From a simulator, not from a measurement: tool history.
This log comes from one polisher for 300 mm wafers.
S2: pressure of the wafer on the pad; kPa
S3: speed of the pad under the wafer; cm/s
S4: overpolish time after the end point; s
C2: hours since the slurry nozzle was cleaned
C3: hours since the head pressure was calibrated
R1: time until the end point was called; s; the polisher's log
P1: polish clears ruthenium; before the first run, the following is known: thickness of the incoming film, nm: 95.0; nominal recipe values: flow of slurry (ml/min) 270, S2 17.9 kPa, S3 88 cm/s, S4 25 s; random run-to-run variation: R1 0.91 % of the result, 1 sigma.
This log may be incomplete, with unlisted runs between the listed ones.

Run 1, hour 2.8: flow of slurry (ml/min) 270, S2 17.9 kPa, S3 88 cm/s, S4 25 s; wafers polished on this pad 293; C2 523.4; C3 507. Result: R1 84.751 s.
Run 2, hour 6.4: flow of slurry (ml/min) 270, S2 17.9 kPa, S3 88 cm/s, S4 25 s; wafers polished on this pad 321; C2 527; C3 510.6. Result: R1 84.127 s.
Run 3, hour 9.1: flow of slurry (ml/min) 370, S2 17.9 kPa, S3 88 cm/s, S4 38 s; wafers polished on this pad 342; C2 529.7; C3 513.3. Result: R1 82.795 s.
At hour 14.1: slurry nozzle cleaned.
Run 4, hour 14.1: flow of slurry (ml/min) 270, S2 17.9 kPa, S3 120 cm/s, S4 25 s; wafers polished on this pad 381; C2 0; C3 518.3. Result: R1 61.386 s.
Run 5, hour 18.6: flow of slurry (ml/min) 270, S2 17.9 kPa, S3 88 cm/s, S4 8 s; wafers polished on this pad 415; C2 4.5; C3 522.8. Result: R1 85.361 s.
Run 6, hour 21.3: flow of slurry (ml/min) 270, S2 17.9 kPa, S3 88 cm/s, S4 47 s; wafers polished on this pad 436; C2 7.2; C3 525.5. Result: R1 84.12 s.
Run 7, hour 26.8: flow of slurry (ml/min) 365, S2 17.9 kPa, S3 88 cm/s, S4 25 s; wafers polished on this pad 479; C2 12.7; C3 531. Result: R1 82.575 s.
Run 8, hour 29.6: flow of slurry (ml/min) 270, S2 17.9 kPa, S3 88 cm/s, S4 25 s; wafers polished on this pad 500; C2 15.5; C3 533.8. Result: R1 86.082 s.
Run 9, hour 34.1: flow of slurry (ml/min) 270, S2 8.3 kPa, S3 88 cm/s, S4 25 s; wafers polished on this pad 535; C2 20; C3 538.3. Result: R1 182.2 s.
Run 10, hour 39.3: flow of slurry (ml/min) 270, S2 17.9 kPa, S3 48 cm/s, S4 25 s; wafers polished on this pad 575; C2 25.2; C3 543.5. Result: R1 156.59 s.
Run 11, hour 44.8: flow of slurry (ml/min) 270, S2 17.9 kPa, S3 88 cm/s, S4 25 s; wafers polished on this pad 618; C2 30.7; C3 549. Result: R1 84.714 s.
Run 12, hour 50.3: flow of slurry (ml/min) 270, S2 17.9 kPa, S3 88 cm/s, S4 25 s; wafers polished on this pad 660; C2 36.2; C3 554.5. Result: R1 83.794 s.
Run 13, hour 53: flow of slurry (ml/min) 160, S2 17.9 kPa, S3 88 cm/s, S4 25 s; wafers polished on this pad 681; C2 38.9; C3 557.2. Result: R1 90.588 s.
Run 14, hour 57.7: flow of slurry (ml/min) 270, S2 27.6 kPa, S3 88 cm/s, S4 25 s; wafers polished on this pad 718; C2 43.6; C3 561.9. Result: R1 55.225 s.
Run 15, hour 62.8: flow of slurry (ml/min) 270, S2 17.9 kPa, S3 88 cm/s, S4 25 s; wafers polished on this pad 757; C2 48.7; C3 567. Result: R1 85.081 s.
Run 16, hour 68.3: flow of slurry (ml/min) 270, S2 17.9 kPa, S3 88 cm/s, S4 25 s; wafers polished on this pad 799; C2 54.2; C3 572.5. Result: R1 86.262 s.
Run 17, hour 72.4: flow of slurry (ml/min) 270, S2 17.9 kPa, S3 88 cm/s, S4 25 s; wafers polished on this pad 831; C2 58.3; C3 576.6. Result: R1 87.664 s.
Run 18, hour 75.9: flow of slurry (ml/min) 270, S2 17.9 kPa, S3 88 cm/s, S4 25 s; wafers polished on this pad 858; C2 61.8; C3 580.1. Result: R1 90.652 s.
At hour 76.5: head pressure recalibrated.
Run 19, hour 81.3: flow of slurry (ml/min) 270, S2 17.9 kPa, S3 88 cm/s, S4 25 s; wafers polished on this pad 900; C2 67.2; C3 4.8. Result: R1 90.833 s.
Run 20, hour 84: flow of slurry (ml/min) 270, S2 17.9 kPa, S3 88 cm/s, S4 25 s; wafers polished on this pad 921; C2 69.9; C3 7.5. Result: R1 90.625 s.
Run 21, hour 89.1: flow of slurry (ml/min) 270, S2 17.9 kPa, S3 88 cm/s, S4 25 s; wafers polished on this pad 960; C2 75; C3 12.6. Result: R1 90.138 s.

P1 has crept away from where it was. The log is fitted equally well by each of these 2 causes, at the sizes shown:
A: slurry flow missing at the pad, % = 39.5
B: removal rate lost through wear of the pad, % = 6.18
At approximately hour 62.8, the process output began to creep.
What rules out each remaining cause:
head's pressure below its setpoint, %: serviced at hour 76.5, after the drift had started, without restoring the earlier output

You are offered 4 check runs, listed below with question marks in place of their results; each one averages 3 wafers. Which run separates the listed causes by giving clearly different results for each?
Run check 1, hour 94.2: flow of slurry (ml/min) 270, S2 8.3 kPa, S3 60 cm/s, S4 25 s. Result: R1 ?.
Run check 2, hour 94.2: flow of slurry (ml/min) 270, S2 17.9 kPa, S3 50 cm/s, S4 11 s. Result: R1 ?.
Run check 3, hour 94.2: flow of slurry (ml/min) 270, S2 26.2 kPa, S3 54 cm/s, S4 25 s. Result: R1 ?.
Run check 4, hour 94.2: flow of slurry (ml/min) 160, S2 17.9 kPa, S3 88 cm/s, S4 9 s. Result: R1 ?.

What each check would give under each cause:
  check  result    if A    if B
check 1      R1  286.79  286.76
check 2      R1  158.84  158.82
check 3      R1  100.63  100.62
check 4      R1  100.45  96.516
Separation of the two closest causes in each check, using whichever result separates them best: check 1 0.01 %; check 2 0.01 %; check 3 0.01 %; check 4 3.99 %
Check 4 distinguishes between the causes, while the remaining checks would return nearly the same result for all of them.

Check 4 was then run and gave: R1 100.17 s. Which cause is it?

It is A: slurry flow missing at the pad, %.

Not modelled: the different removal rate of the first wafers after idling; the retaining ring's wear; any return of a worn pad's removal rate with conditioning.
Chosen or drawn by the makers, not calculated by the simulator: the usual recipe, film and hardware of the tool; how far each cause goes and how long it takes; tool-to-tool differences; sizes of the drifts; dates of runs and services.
